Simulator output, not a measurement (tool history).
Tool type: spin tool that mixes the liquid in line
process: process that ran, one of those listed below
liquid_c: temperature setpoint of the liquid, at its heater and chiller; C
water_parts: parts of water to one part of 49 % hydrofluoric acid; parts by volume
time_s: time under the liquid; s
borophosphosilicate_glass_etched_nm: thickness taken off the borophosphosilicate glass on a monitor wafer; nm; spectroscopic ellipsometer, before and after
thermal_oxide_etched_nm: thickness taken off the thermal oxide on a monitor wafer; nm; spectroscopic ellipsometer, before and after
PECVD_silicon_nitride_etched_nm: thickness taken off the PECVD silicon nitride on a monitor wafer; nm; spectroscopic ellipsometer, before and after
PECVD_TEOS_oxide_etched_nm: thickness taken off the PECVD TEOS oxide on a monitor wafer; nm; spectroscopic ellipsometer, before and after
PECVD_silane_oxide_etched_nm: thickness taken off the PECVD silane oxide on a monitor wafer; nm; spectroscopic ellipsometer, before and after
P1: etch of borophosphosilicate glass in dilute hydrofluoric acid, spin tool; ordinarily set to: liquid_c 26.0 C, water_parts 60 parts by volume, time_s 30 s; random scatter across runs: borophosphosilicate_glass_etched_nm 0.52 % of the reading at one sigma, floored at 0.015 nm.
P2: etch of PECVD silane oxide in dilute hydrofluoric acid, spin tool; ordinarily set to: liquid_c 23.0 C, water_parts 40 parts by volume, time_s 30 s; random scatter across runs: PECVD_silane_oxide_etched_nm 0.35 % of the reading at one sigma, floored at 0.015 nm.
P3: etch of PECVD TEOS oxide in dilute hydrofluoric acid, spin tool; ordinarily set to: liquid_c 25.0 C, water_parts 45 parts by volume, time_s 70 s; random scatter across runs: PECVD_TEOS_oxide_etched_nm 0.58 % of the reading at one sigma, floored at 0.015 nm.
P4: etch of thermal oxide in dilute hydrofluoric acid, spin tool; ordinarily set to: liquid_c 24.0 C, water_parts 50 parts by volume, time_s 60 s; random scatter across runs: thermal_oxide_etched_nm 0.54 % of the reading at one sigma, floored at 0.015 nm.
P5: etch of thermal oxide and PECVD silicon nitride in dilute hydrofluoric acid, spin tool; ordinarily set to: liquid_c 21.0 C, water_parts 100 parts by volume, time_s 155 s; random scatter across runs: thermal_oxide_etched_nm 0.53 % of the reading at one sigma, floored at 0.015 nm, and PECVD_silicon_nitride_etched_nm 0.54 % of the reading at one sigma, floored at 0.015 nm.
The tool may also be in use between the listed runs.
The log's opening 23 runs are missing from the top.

run,day,process,liquid_c,water_parts,time_s,hours since the thermometer was replaced,hours since the hydrofluoric acid flow meter was replaced,borophosphosilicate_glass_etched_nm,thermal_oxide_etched_nm,PECVD_silicon_nitride_etched_nm,PECVD_TEOS_oxide_etched_nm,PECVD_silane_oxide_etched_nm
24,5.550,P2,23.0,40,30,660.2,556.6,,,,,12.2570
25,5.758,P1,26.0,60,15,665.2,561.6,11.3200,,,,
26,5.996,P1,34.0,60,30,670.9,567.3,30.7650,,,,
27,6.333,P2,23.0,70,30,679.0,575.4,,,,,6.7887
28,6.483,P5,17.0,100,155,682.6,579.0,,4.8708,3.8925,,
29,6.804,P1,26.0,60,30,690.3,586.7,22.4920,,,,
30,7.079,P1,26.0,20,30,696.9,593.3,71.6460,,,,
31,7.275,P5,21.0,100,155,701.6,598.0,,5.7669,5.2233,,
32,7.579,P2,23.0,40,30,708.9,605.3,,,,,12.3320
33,7.833,P1,26.0,60,30,715.0,611.4,22.5020,,,,

Run 34 is up next; what results do you expect?
34,8.038,P1,26.0,60,30,719.9,616.3,?,,,,

Run 34 came out at borophosphosilicate_glass_etched_nm 23.1950 nm.

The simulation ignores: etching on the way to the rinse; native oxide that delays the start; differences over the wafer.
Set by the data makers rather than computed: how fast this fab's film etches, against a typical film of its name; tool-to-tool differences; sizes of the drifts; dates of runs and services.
